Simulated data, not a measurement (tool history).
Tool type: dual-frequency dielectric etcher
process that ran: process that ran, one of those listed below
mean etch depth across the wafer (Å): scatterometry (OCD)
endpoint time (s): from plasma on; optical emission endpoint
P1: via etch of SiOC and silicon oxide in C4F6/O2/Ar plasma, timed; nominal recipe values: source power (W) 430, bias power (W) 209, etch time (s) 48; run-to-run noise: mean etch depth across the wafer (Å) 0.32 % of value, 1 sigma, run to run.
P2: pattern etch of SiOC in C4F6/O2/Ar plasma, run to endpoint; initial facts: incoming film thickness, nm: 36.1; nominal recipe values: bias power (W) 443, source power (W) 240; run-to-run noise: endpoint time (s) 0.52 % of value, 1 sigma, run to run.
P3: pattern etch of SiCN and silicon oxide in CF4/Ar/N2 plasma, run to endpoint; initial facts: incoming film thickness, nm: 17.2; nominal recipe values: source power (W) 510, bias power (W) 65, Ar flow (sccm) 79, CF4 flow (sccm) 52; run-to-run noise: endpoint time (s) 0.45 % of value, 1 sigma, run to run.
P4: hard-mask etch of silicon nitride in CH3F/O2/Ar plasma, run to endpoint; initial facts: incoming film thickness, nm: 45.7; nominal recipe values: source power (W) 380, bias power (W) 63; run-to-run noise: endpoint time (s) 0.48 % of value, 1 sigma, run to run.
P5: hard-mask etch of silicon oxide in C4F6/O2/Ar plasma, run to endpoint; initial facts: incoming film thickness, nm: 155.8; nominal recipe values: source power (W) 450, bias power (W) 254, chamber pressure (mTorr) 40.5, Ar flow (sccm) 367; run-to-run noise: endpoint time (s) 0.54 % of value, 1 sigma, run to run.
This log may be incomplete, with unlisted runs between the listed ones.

| run | hour | process that ran | source power (W) | bias power (W) | etch time (s) | chamber pressure (mTorr) | Ar flow (sccm) | CF4 flow (sccm) | hours since the last wet clean | hours since the last source power generator calibration | hours since the last bias power generator calibration | mean etch depth across the wafer (Å) | endpoint time (s) |
|---|---|---|---|---|---|---|---|---|---|---|---|---|---|
| 1 | 9.6 | P1 | 430 | 209 | 48 |  |  |  | 155.6 | 581.7 | 3180.8 | 570.65 |  |
| 2 | 17.4 | P5 | 450 | 254 |  | 40.5 | 367 |  | 163.4 | 589.5 | 3188.6 |  | 44.16 |
| 3 | 28.8 | P3 | 510 | 65 |  |  | 79 | 52 | 174.8 | 600.9 | 3200 |  | 18.505 |
| 4 | 40.7 | P1 | 540 | 209 | 32 |  |  |  | 186.7 | 612.8 | 3211.9 | 417.04 |  |
| 5 | 51.8 | P4 | 530 | 63 |  |  |  |  | 197.8 | 623.9 | 3223 |  | 64.095 |
| 6 | 58.9 | P1 | 430 | 125 | 48 |  |  |  | 204.9 | 631 | 3230.1 | 487.29 |  |
| 7 | 64.9 | P1 | 430 | 266 | 48 |  |  |  | 210.9 | 637 | 3236.1 | 626.12 |  |
| 8 | 74.6 | P1 | 550 | 209 | 48 |  |  |  | 220.6 | 646.7 | 3245.8 | 629.72 |  |
| 9 | 81.2 | P5 | 450 | 254 |  | 40.5 | 218 |  | 227.2 | 653.3 | 3252.4 |  | 41.628 |
| 10 | 88.6 | P2 | 330 | 443 |  |  |  |  | 234.6 | 660.7 | 3259.8 |  | 13.064 |
| 11 | 95.8 | P4 | 380 | 39 |  |  |  |  | 241.8 | 667.9 | 3267 |  | 83.967 |
| 12 | 102.7 | P3 | 510 | 65 |  |  | 101 | 52 | 248.7 | 674.8 | 3273.9 |  | 19.3 |
| 13 | 114.9 | P3 | 510 | 39 |  |  | 79 | 52 | 260.9 | 687 | 3286.1 |  | 21.663 |
| 14 | 125.3 | P1 | 430 | 209 | 48 |  |  |  | 271.3 | 697.4 | 3296.5 | 574.8 |  |
| 15 | 133.1 | P1 | 430 | 209 | 31 |  |  |  | 279.1 | 705.2 | 3304.3 | 370.47 |  |
| 16 | 138.8 | P3 | 310 | 65 |  |  | 79 | 52 | 284.8 | 710.9 | 3310 |  | 28.737 |
| 17 | 146.2 | P1 | 430 | 209 | 61 |  |  |  | 292.2 | 718.3 | 3317.4 | 730.59 |  |
| 18 | 152.4 | P2 | 240 | 443 |  |  |  |  | 298.4 | 724.5 | 3323.6 |  | 14.733 |
| 19 | 158 | P1 | 430 | 209 | 48 |  |  |  | 304 | 730.1 | 3329.2 | 575.73 |  |
| 20 | 165 | P4 | 380 | 63 |  |  |  |  | 311 | 737.1 | 3336.2 |  | 72.173 |
| 21 | 173.9 | P1 | 580 | 209 | 65.5 |  |  |  | 319.9 | 746 | 3345.1 | 880.41 |  |
| 22 | 179.3 | P1 | 320 | 209 | 48 |  |  |  | 325.3 | 751.4 | 3350.5 | 511.83 |  |
| 23 | 185.8 | P5 | 450 | 254 |  | 53.5 | 367 |  | 331.8 | 757.9 | 3357 |  | 45.526 |
| 24 | 196.7 | P5 | 450 | 254 |  | 40.5 | 367 |  | 342.7 | 768.8 | 3367.9 |  | 43.986 |
| 25 | 205.6 | P2 | 240 | 268 |  |  |  |  | 351.6 | 777.7 | 3376.8 |  | 17.365 |
| 26 | 212 | P5 | 450 | 319 |  | 40.5 | 367 |  | 358 | 784.1 | 3383.2 |  | 40.512 |
| 27 | 223.8 | P1 | 430 | 209 | 48 |  |  |  | 369.8 | 795.9 | 3395 | 572.36 |  |
| 28 | 233.6 | P1 | 430 | 209 | 48 |  |  |  | 379.6 | 805.7 | 3404.8 | 572.57 |  |
| 29 | 242.5 | P4 | 380 | 63 |  |  |  |  | 388.5 | 814.6 | 3413.7 |  | 72.173 |
| 30 | 250.8 | P5 | 590 | 254 |  | 40.5 | 367 |  | 396.8 | 822.9 | 3422 |  | 39.746 |
| 31 | 260.2 | P3 | 510 | 65 |  |  | 79 | 33 | 406.2 | 832.3 | 3431.4 |  | 19.879 |
| 32 | 270.1 | P1 | 430 | 209 | 48 |  |  |  | 416.1 | 842.2 | 3441.3 | 572.81 |  |
| 33 | 277.6 | P1 | 430 | 209 | 48 |  |  |  | 423.6 | 849.7 | 3448.8 | 567.93 |  |
| 34 | 285.2 | P1 | 430 | 209 | 48 |  |  |  | 431.2 | 857.3 | 3456.4 | 570.13 |  |
| 35 | 295.6 | P1 | 430 | 209 | 48 |  |  |  | 441.6 | 867.7 | 3466.8 | 568.92 |  |
|  | 297 | wet clean of the chamber |
| 36 | 305.3 | P1 | 430 | 209 | 48 |  |  |  | 8.4 | 877.4 | 3476.5 | 564.92 |  |
| 37 | 313.1 | P1 | 430 | 209 | 48 |  |  |  | 16.2 | 885.2 | 3484.3 | 565.25 |  |
| 38 | 321.8 | P1 | 430 | 209 | 48 |  |  |  | 24.9 | 893.9 | 3493 | 565.48 |  |
| 39 | 327.6 | P1 | 430 | 209 | 48 |  |  |  | 30.7 | 899.7 | 3498.8 | 562.75 |  |
| 40 | 335.6 | P1 | 430 | 209 | 48 |  |  |  | 38.7 | 907.7 | 3506.8 | 561.54 |  |
| 41 | 344.2 | P1 | 430 | 209 | 48 |  |  |  | 47.3 | 916.3 | 3515.4 | 564.14 |  |

P1 no longer gives what it gave before; its output has crept away from where it was. The following 2 causes, each at its listed size, fit the log equally well:
A: bias power that arrives under what is set, % = 4.72
B: source power that arrives under what is set, % = 4.05
Creep in the process output first set in at about hour 270.1.
Ruled out, with reasons:
chamber walls in a state that lowers the etch rate, %: its service at hour 297 followed the start of the drift and did not put the process back to its old value

You are offered 4 check runs, listed below with question marks in place of their results; each one averages 2 wafers. Which run separates the listed causes by giving clearly different results for each?
| check 1 | 352.8 | P4 | 380 | 47 |  |  |  |  |  |  |  |  | ? |
| check 2 | 352.8 | P2 | 330 | 275 |  |  |  |  |  |  |  |  | ? |
| check 3 | 352.8 | P5 | 530 | 254 |  | 40.5 | 367 |  |  |  |  |  | ? |
| check 4 | 352.8 | P3 | 510 | 40 |  |  | 79 | 42 |  |  |  |  | ? |

Check results expected under each cause:
| check | result | if A | if B |
|---|---|---|---|
| check 1 | endpoint time (s) | 80.719 | 80.824 |
| check 2 | endpoint time (s) | 15.685 | 15.672 |
| check 3 | endpoint time (s) | 42.046 | 42.041 |
| check 4 | endpoint time (s) | 22.794 | 23.311 |
How far apart the two closest causes lie, in the result that separates them most: check 1 0.13 %; check 2 0.09 %; check 3 0.01 %; check 4 2.24 %
The causes can be told apart only by check 4. The other checks would give nearly the same results under each of them.

Running check 4 produced the following: endpoint time (s) 23.316. Which one of the listed causes fits?

The correct cause is B, namely: source power that arrives under what is set, %.
